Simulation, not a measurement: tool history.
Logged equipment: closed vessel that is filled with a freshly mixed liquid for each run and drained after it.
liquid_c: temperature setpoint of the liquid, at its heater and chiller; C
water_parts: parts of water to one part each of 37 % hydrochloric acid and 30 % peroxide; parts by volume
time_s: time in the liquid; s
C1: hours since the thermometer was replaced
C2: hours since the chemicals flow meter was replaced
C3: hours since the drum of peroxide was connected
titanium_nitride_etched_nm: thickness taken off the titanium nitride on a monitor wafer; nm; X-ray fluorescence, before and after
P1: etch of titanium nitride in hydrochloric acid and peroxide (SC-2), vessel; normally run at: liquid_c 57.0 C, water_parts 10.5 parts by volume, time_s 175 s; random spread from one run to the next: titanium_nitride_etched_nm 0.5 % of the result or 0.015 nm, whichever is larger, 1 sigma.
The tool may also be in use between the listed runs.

Run 1, hour 9.7: liquid_c 57.0 C, water_parts 10.5 parts by volume, time_s 175 s; C1 1667.9; C2 65.4; C3 320.3. Result: titanium_nitride_etched_nm 9.43650 nm.
Run 2, hour 16.3: liquid_c 65.0 C, water_parts 10.5 parts by volume, time_s 175 s; C1 1674.5; C2 72.0; C3 326.9. Result: titanium_nitride_etched_nm 15.56700 nm.
Run 3, hour 23.1: liquid_c 57.0 C, water_parts 10.5 parts by volume, time_s 30 s; C1 1681.3; C2 78.8; C3 333.7. Result: titanium_nitride_etched_nm 1.63170 nm.
Run 4, hour 31.0: liquid_c 49.0 C, water_parts 10.5 parts by volume, time_s 30 s; C1 1689.2; C2 86.7; C3 341.6. Result: titanium_nitride_etched_nm 0.96908 nm.
At hour 35.1: thermometer replaced.
Run 5, hour 45.9: liquid_c 57.0 C, water_parts 10.5 parts by volume, time_s 290 s; C1 10.8; C2 101.6; C3 356.5. Result: titanium_nitride_etched_nm 15.65900 nm.
Run 6, hour 53.1: liquid_c 70.5 C, water_parts 4.5 parts by volume, time_s 175 s; C1 18.0; C2 108.8; C3 363.7. Result: titanium_nitride_etched_nm 41.87800 nm.
Run 7, hour 62.4: liquid_c 57.0 C, water_parts 10.5 parts by volume, time_s 175 s; C1 27.3; C2 118.1; C3 373.0. Result: titanium_nitride_etched_nm 9.44650 nm.
Run 8, hour 71.3: liquid_c 57.0 C, water_parts 10.5 parts by volume, time_s 175 s; C1 36.2; C2 127.0; C3 381.9. Result: titanium_nitride_etched_nm 9.50320 nm.
Run 9, hour 84.7: liquid_c 41.5 C, water_parts 10.5 parts by volume, time_s 175 s; C1 49.6; C2 140.4; C3 395.3. Result: titanium_nitride_etched_nm 3.34760 nm.
Run 10, hour 91.4: liquid_c 57.0 C, water_parts 17.5 parts by volume, time_s 175 s; C1 56.3; C2 147.1; C3 402.0. Result: titanium_nitride_etched_nm 6.09350 nm.
Run 11, hour 102.1: liquid_c 57.0 C, water_parts 10.5 parts by volume, time_s 175 s; C1 67.0; C2 157.8; C3 412.7. Result: titanium_nitride_etched_nm 9.46860 nm.
Run 12, hour 112.2: liquid_c 57.0 C, water_parts 4.0 parts by volume, time_s 175 s; C1 77.1; C2 167.9; C3 422.8. Result: titanium_nitride_etched_nm 19.61200 nm.
Run 13, hour 125.5: liquid_c 49.0 C, water_parts 10.5 parts by volume, time_s 305 s; C1 90.4; C2 181.2; C3 436.1. Result: titanium_nitride_etched_nm 9.69290 nm.
Run 14, hour 136.7: liquid_c 57.0 C, water_parts 10.5 parts by volume, time_s 175 s; C1 101.6; C2 192.4; C3 447.3. Result: titanium_nitride_etched_nm 9.41310 nm.
Run 15, hour 145.7: liquid_c 57.0 C, water_parts 10.5 parts by volume, time_s 175 s; C1 110.6; C2 201.4; C3 456.3. Result: titanium_nitride_etched_nm 9.51230 nm.
Run 16, hour 159.9: liquid_c 57.0 C, water_parts 10.5 parts by volume, time_s 175 s; C1 124.8; C2 215.6; C3 470.5. Result: titanium_nitride_etched_nm 9.11160 nm.
Run 17, hour 171.0: liquid_c 57.0 C, water_parts 10.5 parts by volume, time_s 175 s; C1 135.9; C2 226.7; C3 481.6. Result: titanium_nitride_etched_nm 8.87390 nm.
Run 18, hour 183.2: liquid_c 57.0 C, water_parts 10.5 parts by volume, time_s 175 s; C1 148.1; C2 238.9; C3 493.8. Result: titanium_nitride_etched_nm 8.62640 nm.
Run 19, hour 197.0: liquid_c 57.0 C, water_parts 10.5 parts by volume, time_s 175 s; C1 161.9; C2 252.7; C3 507.6. Result: titanium_nitride_etched_nm 8.68160 nm.
At hour 209.5: new drum of peroxide connected.
Run 20, hour 210.9: liquid_c 57.0 C, water_parts 10.5 parts by volume, time_s 175 s; C1 175.8; C2 266.6; C3 1.4. Result: titanium_nitride_etched_nm 8.57060 nm.
Run 21, hour 220.1: liquid_c 57.0 C, water_parts 10.5 parts by volume, time_s 175 s; C1 185.0; C2 275.8; C3 10.6. Result: titanium_nitride_etched_nm 8.64390 nm.
Run 22, hour 231.4: liquid_c 57.0 C, water_parts 10.5 parts by volume, time_s 175 s; C1 196.3; C2 287.1; C3 21.9. Result: titanium_nitride_etched_nm 8.56630 nm.
Run 23, hour 246.1: liquid_c 57.0 C, water_parts 10.5 parts by volume, time_s 175 s; C1 211.0; C2 301.8; C3 36.6. Result: titanium_nitride_etched_nm 8.43310 nm.
Run 24, hour 254.1: liquid_c 57.0 C, water_parts 10.5 parts by volume, time_s 175 s; C1 219.0; C2 309.8; C3 44.6. Result: titanium_nitride_etched_nm 8.45910 nm.

What P1 gives has crept off from where it sat before. The 2 causes that follow fit the log equally well, each at the size noted:
A: chemicals flow below the setpoint (%) = 11.2
B: liquid colder than its thermometer reads (K) = 1.57
The gradual shift began around hour 145.7.
Ruled out, with reasons:
peroxide weaker than its label (%): serviced at hour 209.5, after the change had begun; the process did not return to its earlier output

Below are 4 check runs, each averaged over 3 wafers, with their results shown as question marks. Which of them would give clearly different results depending on which cause is behind the drift?
Run check 1, hour 262.1: liquid_c 63.0 C, water_parts 10.5 parts by volume, time_s 105 s. Result: titanium_nitride_etched_nm ?.
Run check 2, hour 262.1: liquid_c 46.5 C, water_parts 4.5 parts by volume, time_s 175 s. Result: titanium_nitride_etched_nm ?.
Run check 3, hour 262.1: liquid_c 57.0 C, water_parts 16.5 parts by volume, time_s 30 s. Result: titanium_nitride_etched_nm ?.
Run check 4, hour 262.1: liquid_c 47.5 C, water_parts 10.5 parts by volume, time_s 30 s. Result: titanium_nitride_etched_nm ?.

If the cause were each of the candidates in turn, the checks would give the following:
  check                      result     if A     if B
check 1  titanium_nitride_etched_nm  7.45140  7.47740
check 2  titanium_nitride_etched_nm  8.33840  8.14280
check 3  titanium_nitride_etched_nm  0.98143  0.98716
check 4  titanium_nitride_etched_nm  0.78222  0.77742
Separation of the two closest causes in each check, using whichever result separates them best: check 1 0.35 %; check 2 2.37 %; check 3 0.58 %; check 4 0.62 %
Check 2 is the one run that separates the causes; every other check would come out nearly the same whichever cause is at work.

After running check 2, the following was obtained: titanium_nitride_etched_nm 8.18020 nm. Which cause does this point to?

It was cause B: liquid colder than its thermometer reads (K).
